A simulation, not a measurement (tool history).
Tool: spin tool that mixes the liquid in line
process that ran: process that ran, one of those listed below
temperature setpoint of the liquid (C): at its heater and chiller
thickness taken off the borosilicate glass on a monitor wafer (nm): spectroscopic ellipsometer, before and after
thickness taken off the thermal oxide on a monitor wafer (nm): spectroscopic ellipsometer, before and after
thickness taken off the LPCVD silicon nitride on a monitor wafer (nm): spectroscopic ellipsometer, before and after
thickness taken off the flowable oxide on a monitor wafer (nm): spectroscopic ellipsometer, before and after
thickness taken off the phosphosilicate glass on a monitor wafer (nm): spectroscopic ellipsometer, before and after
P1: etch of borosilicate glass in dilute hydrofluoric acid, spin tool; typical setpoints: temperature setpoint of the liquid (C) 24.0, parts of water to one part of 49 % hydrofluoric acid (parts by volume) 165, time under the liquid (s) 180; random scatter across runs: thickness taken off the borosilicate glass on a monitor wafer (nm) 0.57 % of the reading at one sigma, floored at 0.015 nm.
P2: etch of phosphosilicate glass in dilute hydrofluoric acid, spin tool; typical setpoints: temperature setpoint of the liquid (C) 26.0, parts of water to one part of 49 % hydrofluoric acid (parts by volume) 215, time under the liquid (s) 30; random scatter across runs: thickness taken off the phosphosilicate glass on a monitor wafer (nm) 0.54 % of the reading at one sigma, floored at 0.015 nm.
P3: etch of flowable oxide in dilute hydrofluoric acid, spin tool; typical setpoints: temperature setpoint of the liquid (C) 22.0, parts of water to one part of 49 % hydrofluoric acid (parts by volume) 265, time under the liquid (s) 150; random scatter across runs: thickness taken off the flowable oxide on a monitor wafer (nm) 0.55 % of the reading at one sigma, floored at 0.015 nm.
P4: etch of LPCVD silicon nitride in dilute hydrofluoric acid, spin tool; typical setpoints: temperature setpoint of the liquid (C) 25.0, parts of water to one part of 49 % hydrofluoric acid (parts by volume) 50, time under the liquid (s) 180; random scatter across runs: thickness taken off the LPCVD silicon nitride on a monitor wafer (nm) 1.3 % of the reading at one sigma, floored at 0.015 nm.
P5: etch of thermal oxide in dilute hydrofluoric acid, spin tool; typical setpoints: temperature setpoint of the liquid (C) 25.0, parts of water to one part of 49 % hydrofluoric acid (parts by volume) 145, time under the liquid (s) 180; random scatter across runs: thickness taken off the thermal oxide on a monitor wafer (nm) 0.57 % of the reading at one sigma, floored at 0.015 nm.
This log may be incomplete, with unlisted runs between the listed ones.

run   hour  process that ran  temperature setpoint of the liquid (C)  parts of water to one part of 49 % hydrofluoric acid (parts by volume)  time under the liquid (s)  thickness taken off the borosilicate glass on a monitor wafer (nm)  thickness taken off the thermal oxide on a monitor wafer (nm)  thickness taken off the LPCVD silicon nitride on a monitor wafer (nm)  thickness taken off the flowable oxide on a monitor wafer (nm)  thickness taken off the phosphosilicate glass on a monitor wafer (nm)
  1    8.0                P1                                    24.0                                                                     165                        180                                                             17.0960
  2   15.4                P1                                    24.0                                                                     165                        180                                                             16.9240
  3   20.8                P1                                    24.0                                                                      65                        180                                                             48.8450
  4   28.8                P1                                    24.0                                                                     165                        180                                                             17.0740
  5   37.2                P5                                    18.0                                                                     145                        180                                                                                                                            4.33110
  6   43.5                P5                                    25.0                                                                     145                        180                                                                                                                            5.69520
  7   49.5                P5                                    25.0                                                                     145                         15                                                                                                                            0.48048
  8   58.3                P4                                    25.0                                                                      50                        345                                                                                                                                                                                                    3.8780
  9   65.4                P3                                    22.0                                                                     100                        150                                                                                                                                                                                                                                                                   73.5690
 10   72.5                P1                                    24.0                                                                     165                         25                                                              2.3636
 11   77.7                P2                                    33.0                                                                     215                         30                                                                                                                                                                                                                                                                                                                                          10.5280
 12   85.5                P4                                    25.0                                                                      50                        180                                                                                                                                                                                                    1.9947
 13   94.9                P4                                    25.0                                                                      75                        180                                                                                                                                                                                                    1.3619
 14  103.7                P2                                    26.0                                                                     215                         15                                                                                                                                                                                                                                                                                                                                           4.0872
 15  112.1                P5                                    25.0                                                                     255                        180                                                                                                                            2.84610
 16  118.3                P3                                    22.0                                                                     265                         60                                                                                                                                                                                                                                                                    9.2688
 17  122.9                P3                                    22.0                                                                     265                        150                                                                                                                                                                                                                                                                   23.1700
 18  130.5                P1                                    28.0                                                                     165                        100                                                             11.0250
 19  135.5                P1                                    20.0                                                                     165                        180                                                             14.7290
 20  143.0                P2                                    26.0                                                                      90                         30                                                                                                                                                                                                                                                                                                                                          22.8130
 21  150.6                P3                                    28.0                                                                     265                        150                                                                                                                                                                                                                                                                   28.4610
 22  157.2                P5                                    25.0                                                                     145                        180                                                                                                                            5.66100
 23  165.6                P1                                    24.0                                                                     165                        180                                                             17.2560
 24  170.7                P1                                    24.0                                                                     165                        330                                                             31.2850
 25  175.3                P1                                    19.0                                                                      90                        180                                                             28.3090
 26  184.8                P1                                    31.5                                                                     165                        180                                                             22.5750
 27  191.1                P4                                    17.0                                                                      50                        180                                                                                                                                                                                                    1.1580
 28  198.4                P2                                    26.0                                                                     215                         30                                                                                                                                                                                                                                                                                                                                           8.2907
 29  205.0                P1                                    24.0                                                                     255                        180                                                             10.0460
 30  213.5                P1                                    24.0                                                                     165                        180                                                             17.1190
 31  218.9                P1                                    24.0                                                                     165                        180                                                             17.9100
 32  227.4                P1                                    24.0                                                                     165                        180                                                             18.4530
 33  231.7                P1                                    24.0                                                                     165                        180                                                             18.3400
 34  237.5                P1                                    24.0                                                                     165                        180                                                             18.4720
 35  244.5                P1                                    24.0                                                                     165                        180                                                             18.7410
 36  252.9                P1                                    24.0                                                                     165                        180                                                             18.6960
 37  261.5                P1                                    24.0                                                                     165                        180                                                             18.6280

Compared with where it was, what P1 gives has crept away. Each cause listed below fits the log as well as the rest, at the size given for it:
A: liquid hotter than its thermometer reads (K) = 2.43
B: hydrofluoric acid flow above the setpoint (%) = 7.97
The process output started creeping at around hour 213.5.

4 check runs are offered, each on 2 wafers whose results are averaged, their results left as question marks. Which one tells the causes apart?
check 1  270.1                P3                                    22.0                                                                     265                        150                                                                                                                                                                                                                                                                         ?
check 2  270.1                P5                                    25.0                                                                     145                        180                                                                                                                                  ?
check 3  270.1                P2                                    26.0                                                                     215                         30                                                                                                                                                                                                                                                                                                                                                ?
check 4  270.1                P4                                    25.0                                                                      50                        180                                                                                                                                                                                                         ?

Outcome of each check run for each possible cause:
  check                                                                 result     if A     if B
check 1         thickness taken off the flowable oxide on a monitor wafer (nm)  25.2750  25.4950
check 2          thickness taken off the thermal oxide on a monitor wafer (nm)  6.20730  6.19600
check 3  thickness taken off the phosphosilicate glass on a monitor wafer (nm)   8.9867   9.0646
check 4  thickness taken off the LPCVD silicon nitride on a monitor wafer (nm)   2.3647   2.1697
Separation of the two closest causes in each check, using whichever result separates them best: check 1 0.87 %; check 2 0.18 %; check 3 0.86 %; check 4 8.61 %
Check 4 tells the causes apart: in the others they would give nearly the same result.

Check 4 was carried out, with these results: thickness taken off the LPCVD silicon nitride on a monitor wafer (nm) 2.1485. Which of the listed causes is responsible?

It was cause B: hydrofluoric acid flow above the setpoint (%).
